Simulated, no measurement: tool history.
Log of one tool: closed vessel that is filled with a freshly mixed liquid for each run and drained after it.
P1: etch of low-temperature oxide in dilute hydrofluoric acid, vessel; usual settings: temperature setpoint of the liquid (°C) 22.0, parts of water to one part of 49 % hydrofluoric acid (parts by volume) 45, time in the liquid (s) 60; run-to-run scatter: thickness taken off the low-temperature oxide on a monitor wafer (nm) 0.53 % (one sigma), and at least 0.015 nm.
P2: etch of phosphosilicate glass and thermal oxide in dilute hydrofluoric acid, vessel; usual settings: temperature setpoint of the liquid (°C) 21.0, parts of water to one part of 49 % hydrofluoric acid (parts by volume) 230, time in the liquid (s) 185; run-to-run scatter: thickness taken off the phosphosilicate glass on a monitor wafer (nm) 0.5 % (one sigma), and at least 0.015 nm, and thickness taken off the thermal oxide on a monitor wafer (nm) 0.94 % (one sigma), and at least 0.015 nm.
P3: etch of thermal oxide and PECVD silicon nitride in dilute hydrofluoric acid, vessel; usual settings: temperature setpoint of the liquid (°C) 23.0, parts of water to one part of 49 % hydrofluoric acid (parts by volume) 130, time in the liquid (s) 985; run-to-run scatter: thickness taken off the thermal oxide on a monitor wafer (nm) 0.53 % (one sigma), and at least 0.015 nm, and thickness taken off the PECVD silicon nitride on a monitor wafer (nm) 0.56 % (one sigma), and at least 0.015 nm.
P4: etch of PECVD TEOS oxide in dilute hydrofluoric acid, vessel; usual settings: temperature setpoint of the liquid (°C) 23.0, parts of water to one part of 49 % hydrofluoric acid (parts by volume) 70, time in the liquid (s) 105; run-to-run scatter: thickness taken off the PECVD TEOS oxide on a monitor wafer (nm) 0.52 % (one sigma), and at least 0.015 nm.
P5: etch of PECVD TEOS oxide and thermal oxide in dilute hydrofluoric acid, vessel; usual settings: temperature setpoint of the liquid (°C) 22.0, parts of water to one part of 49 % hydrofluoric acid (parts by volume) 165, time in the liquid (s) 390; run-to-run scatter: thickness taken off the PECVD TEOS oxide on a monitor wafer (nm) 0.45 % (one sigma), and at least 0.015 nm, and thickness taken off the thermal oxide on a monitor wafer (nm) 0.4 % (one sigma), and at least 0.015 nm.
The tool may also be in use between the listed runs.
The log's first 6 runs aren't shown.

run	hour	process that ran	temperature setpoint of the liquid (°C)	parts of water to one part of 49 % hydrofluoric acid (parts by volume)	time in the liquid (s)	thickness taken off the low-temperature oxide on a monitor wafer (nm)	thickness taken off the thermal oxide on a monitor wafer (nm)	thickness taken off the PECVD silicon nitride on a monitor wafer (nm)	thickness taken off the PECVD TEOS oxide on a monitor wafer (nm)	thickness taken off the phosphosilicate glass on a monitor wafer (nm)
7	49.2	P4	23.0	70	105				16.6310	
8	54.5	P4	23.0	70	30				4.8037	
9	62.1	P1	17.0	45	60	19.148				
10	69.6	P2	21.0	65	185		12.11900			173.0700
11	76.7	P5	22.0	165	390		9.74780		48.5860	
12	81.3	P1	22.0	45	60	23.720				
13	89.3	P1	27.5	30	60	45.982				
14	94.9	P3	17.0	130	985		26.71800	15.501		
15	101.9	P5	17.0	165	390		7.89940		40.0700	
16	106.3	P1	27.5	45	60	29.621				
17	111.9	P1	22.0	20	60	55.099				
18	119.9	P5	22.0	165	780		19.33600		96.2970	
19	128.1	P5	22.0	35	390		53.69300		266.6900	
20	136.3	P2	21.0	230	185		2.90350			40.5580
21	145.5	P1	22.0	45	60	23.716				
22	153.0	P1	22.0	45	30	11.863				
23	158.0	P2	21.0	230	185		2.80780			40.7190
24	162.5	P3	23.0	130	1920		65.99300	45.213		
25	167.4	P2	17.0	230	185		2.40750			34.9710
26	171.8	P3	23.0	205	985		19.91400	15.072		
27	177.0	P1	22.0	45	115	45.662				
28	186.3	P2	21.0	230	30		0.44546			6.5656
29	195.3	P3	23.0	130	985		34.03700	23.336		

Run 30 comes next. What will it give?
30	204.4	P1	22.0	45	60	?				

{"run 30": {"thickness taken off the low-temperature oxide on a monitor wafer (nm)": 23.686}}
